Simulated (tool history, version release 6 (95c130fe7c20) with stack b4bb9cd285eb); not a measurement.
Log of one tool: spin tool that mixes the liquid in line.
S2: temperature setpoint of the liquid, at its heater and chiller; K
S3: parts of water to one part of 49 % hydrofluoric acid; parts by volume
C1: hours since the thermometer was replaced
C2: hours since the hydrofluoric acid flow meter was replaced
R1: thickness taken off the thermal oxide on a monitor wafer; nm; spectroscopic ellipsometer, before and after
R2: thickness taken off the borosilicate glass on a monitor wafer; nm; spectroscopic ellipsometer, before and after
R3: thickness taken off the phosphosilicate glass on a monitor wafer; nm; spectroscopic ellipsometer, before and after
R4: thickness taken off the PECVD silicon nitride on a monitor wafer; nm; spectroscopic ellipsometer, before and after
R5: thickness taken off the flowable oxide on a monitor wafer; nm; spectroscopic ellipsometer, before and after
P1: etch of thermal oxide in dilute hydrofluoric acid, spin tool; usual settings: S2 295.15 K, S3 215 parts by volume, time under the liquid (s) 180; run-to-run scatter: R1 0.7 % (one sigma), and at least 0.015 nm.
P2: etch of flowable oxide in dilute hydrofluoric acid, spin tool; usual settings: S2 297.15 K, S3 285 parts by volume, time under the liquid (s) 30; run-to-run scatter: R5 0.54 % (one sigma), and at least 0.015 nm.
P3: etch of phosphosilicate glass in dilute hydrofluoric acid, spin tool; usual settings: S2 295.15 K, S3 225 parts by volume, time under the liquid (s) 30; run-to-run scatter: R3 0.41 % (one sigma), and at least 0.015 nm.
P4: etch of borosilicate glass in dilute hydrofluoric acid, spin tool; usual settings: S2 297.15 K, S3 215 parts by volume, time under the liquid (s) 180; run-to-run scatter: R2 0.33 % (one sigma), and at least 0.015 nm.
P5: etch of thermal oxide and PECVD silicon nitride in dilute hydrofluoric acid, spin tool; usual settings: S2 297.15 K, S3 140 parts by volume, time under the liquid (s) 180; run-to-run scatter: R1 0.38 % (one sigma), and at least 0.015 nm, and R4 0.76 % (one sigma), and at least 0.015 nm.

run 1 hour=9.9 | process_that_ran=P1 S2=295.15 S3=215 time_under_the_liquid_(s)=180 | C1=943.1 C2=238.2 | R1=3.2518
run 2 hour=16.5 | process_that_ran=P4 S2=297.15 S3=300 time_under_the_liquid_(s)=180 | C1=949.7 C2=244.8 | R2=17.786
run 3 hour=22.7 | process_that_ran=P1 S2=301.15 S3=215 time_under_the_liquid_(s)=350 | C1=955.9 C2=251 | R1=7.8287
run 4 hour=29.5 | process_that_ran=P1 S2=295.15 S3=215 time_under_the_liquid_(s)=180 | C1=962.7 C2=257.8 | R1=3.2945
run 5 hour=39.2 | process_that_ran=P3 S2=295.15 S3=225 time_under_the_liquid_(s)=60 | C1=972.4 C2=267.5 | R3=32.123
run 6 hour=48 | process_that_ran=P1 S2=295.15 S3=215 time_under_the_liquid_(s)=180 | C1=981.2 C2=276.3 | R1=3.2587
run 7 hour=57.2 | process_that_ran=P4 S2=290.15 S3=215 time_under_the_liquid_(s)=180 | C1=990.4 C2=285.5 | R2=20.697
run 8 hour=67.6 | process_that_ran=P3 S2=290.15 S3=225 time_under_the_liquid_(s)=30 | C1=1000.8 C2=295.9 | R3=13.239
run 9 hour=79.4 | process_that_ran=P5 S2=304.15 S3=140 time_under_the_liquid_(s)=180 | C1=1012.6 C2=307.7 | R1=7.5139 R4=4.7423
run 10 hour=87.7 | process_that_ran=P5 S2=297.15 S3=140 time_under_the_liquid_(s)=180 | C1=1020.9 C2=316 | R1=5.7837 R4=3.0977
run 11 hour=98.1 | process_that_ran=P1 S2=295.15 S3=215 time_under_the_liquid_(s)=180 | C1=1031.3 C2=326.4 | R1=3.2543
run 12 hour=109.3 | process_that_ran=P3 S2=295.15 S3=225 time_under_the_liquid_(s)=30 | C1=1042.5 C2=337.6 | R3=16.054
run 13 hour=122.2 | process_that_ran=P1 S2=303.15 S3=215 time_under_the_liquid_(s)=180 | C1=1055.4 C2=350.5 | R1=4.3368
run 14 hour=134 | process_that_ran=P2 S2=297.15 S3=285 time_under_the_liquid_(s)=30 | C1=1067.2 C2=362.3 | R5=5.3104
run 15 hour=142.4 | process_that_ran=P1 S2=295.15 S3=215 time_under_the_liquid_(s)=180 | C1=1075.6 C2=370.7 | R1=3.2487
run 16 hour=156.5 | process_that_ran=P5 S2=297.15 S3=200 time_under_the_liquid_(s)=180 | C1=1089.7 C2=384.8 | R1=3.7773 R4=2.1042
run 17 hour=166.4 | process_that_ran=P2 S2=297.15 S3=70 time_under_the_liquid_(s)=30 | C1=1099.6 C2=394.7 | R5=28.033
run 18 hour=174.1 | process_that_ran=P2 S2=305.15 S3=285 time_under_the_liquid_(s)=30 | C1=1107.3 C2=402.4 | R5=6.9587
run 19 hour=184.3 | process_that_ran=P4 S2=297.15 S3=215 time_under_the_liquid_(s)=15 | C1=1117.5 C2=412.6 | R2=2.2388
run 20 hour=194.7 | process_that_ran=P1 S2=290.15 S3=70 time_under_the_liquid_(s)=180 | C1=1127.9 C2=423 | R1=9.5715
run 21 hour=207.8 | process_that_ran=P1 S2=295.15 S3=85 time_under_the_liquid_(s)=345 | C1=1141 C2=436.1 | R1=18.027
run 22 hour=217.8 | process_that_ran=P4 S2=297.15 S3=215 time_under_the_liquid_(s)=180 | C1=1151 C2=446.1 | R2=26.999
run 23 hour=228.1 | process_that_ran=P5 S2=297.15 S3=140 time_under_the_liquid_(s)=15 | C1=1161.3 C2=456.4 | R1=0.49939 R4=0.26123
run 24 hour=242.2 | process_that_ran=P1 S2=295.15 S3=365 time_under_the_liquid_(s)=180 | C1=1175.4 C2=470.5 | R1=1.6523
run 25 hour=251.4 | process_that_ran=P1 S2=295.15 S3=215 time_under_the_liquid_(s)=180 | C1=1184.6 C2=479.7 | R1=3.2632
run 26 hour=265.8 | process_that_ran=P1 S2=295.15 S3=215 time_under_the_liquid_(s)=180 | C1=1199 C2=494.1 | R1=3.2632
run 27 hour=279 | process_that_ran=P2 S2=297.15 S3=285 time_under_the_liquid_(s)=60 | C1=1212.2 C2=507.3 | R5=10.633
run 28 hour=289.4 | process_that_ran=P1 S2=295.15 S3=215 time_under_the_liquid_(s)=25 | C1=1222.6 C2=517.7 | R1=0.48476
run 29 hour=303.7 | process_that_ran=P1 S2=290.65 S3=215 time_under_the_liquid_(s)=180 | C1=1236.9 C2=532 | R1=2.7512
run 30 hour=311.3 | process_that_ran=P1 S2=295.15 S3=215 time_under_the_liquid_(s)=270 | C1=1244.5 C2=539.6 | R1=4.9716
run 31 hour=319.8 | process_that_ran=P2 S2=297.15 S3=285 time_under_the_liquid_(s)=30 | C1=1253 C2=548.1 | R5=5.3656
run 32 hour=334.2 | process_that_ran=P3 S2=295.15 S3=380 time_under_the_liquid_(s)=30 | C1=1267.4 C2=562.5 | R3=8.1615
run 33 hour=343.4 | process_that_ran=P1 S2=295.15 S3=40 time_under_the_liquid_(s)=180 | C1=1276.6 C2=571.7 | R1=21.193
run 34 hour=353.5 | process_that_ran=P1 S2=295.15 S3=215 time_under_the_liquid_(s)=180 | C1=1286.7 C2=581.8 | R1=3.2097
run 35 hour=360.7 | process_that_ran=P1 S2=295.15 S3=215 time_under_the_liquid_(s)=180 | C1=1293.9 C2=589 | R1=3.4009
run 36 hour=369.9 | process_that_ran=P1 S2=295.15 S3=215 time_under_the_liquid_(s)=180 | C1=1303.1 C2=598.2 | R1=3.4511
run 37 hour=376.8 | process_that_ran=P1 S2=295.15 S3=215 time_under_the_liquid_(s)=180 | C1=1310 C2=605.1 | R1=3.4926
run 38 hour=388.7 | process_that_ran=P1 S2=295.15 S3=215 time_under_the_liquid_(s)=180 | C1=1321.9 C2=617 | R1=3.5454
run 39 hour=398.9 | process_that_ran=P1 S2=295.15 S3=215 time_under_the_liquid_(s)=180 | C1=1332.1 C2=627.2 | R1=3.5356
run 40 hour=407.2 | process_that_ran=P1 S2=295.15 S3=215 time_under_the_liquid_(s)=180 | C1=1340.4 C2=635.5 | R1=3.5365
run 41 hour=416.4 | process_that_ran=P1 S2=295.15 S3=215 time_under_the_liquid_(s)=180 | C1=1349.6 C2=644.7 | R1=3.5427

What P1 gives has crept away from where it was. These 2 causes fit the log equally well, each at the size given:
A: hydrofluoric acid flow above the setpoint (%) = 7.3
B: liquid hotter than its thermometer reads (K) = 2.32
The creep began at about hour 353.5.

4 check runs are offered, each on 2 wafers whose results are averaged, their results left as question marks. Which one tells the causes apart?
run check 1 hour=425.6 | process_that_ran=P5 S2=297.15 S3=140 time_under_the_liquid_(s)=65 | R1=? R4=?
run check 2 hour=425.6 | process_that_ran=P4 S2=293.15 S3=215 time_under_the_liquid_(s)=180 | R2=?
run check 3 hour=425.6 | process_that_ran=P2 S2=297.15 S3=145 time_under_the_liquid_(s)=55 | R5=?
run check 4 hour=425.6 | process_that_ran=P3 S2=290.15 S3=225 time_under_the_liquid_(s)=45 | R3=?

What each check would give under each cause:
check=check_1 result=R1 if_A=2.2679 if_B=2.2833
check=check_1 result=R4 if_A=1.1907 if_B=1.2888
check=check_2 result=R2 if_A=25.295 if_B=25.37
check=check_3 result=R5 if_A=24.342 if_B=24.492
check=check_4 result=R3 if_A=21.648 if_B=21.776
How far apart the two closest causes lie, in the result that separates them most: check 1 7.92 %; check 2 0.3 %; check 3 0.61 %; check 4 0.59 %
Only check 1 tells the causes apart: in the others they would give nearly the same result.

Then check 1 was run and gave: R1 2.2972 nm; R4 1.2995 nm. Which cause is it?

It is B: liquid hotter than its thermometer reads (K).
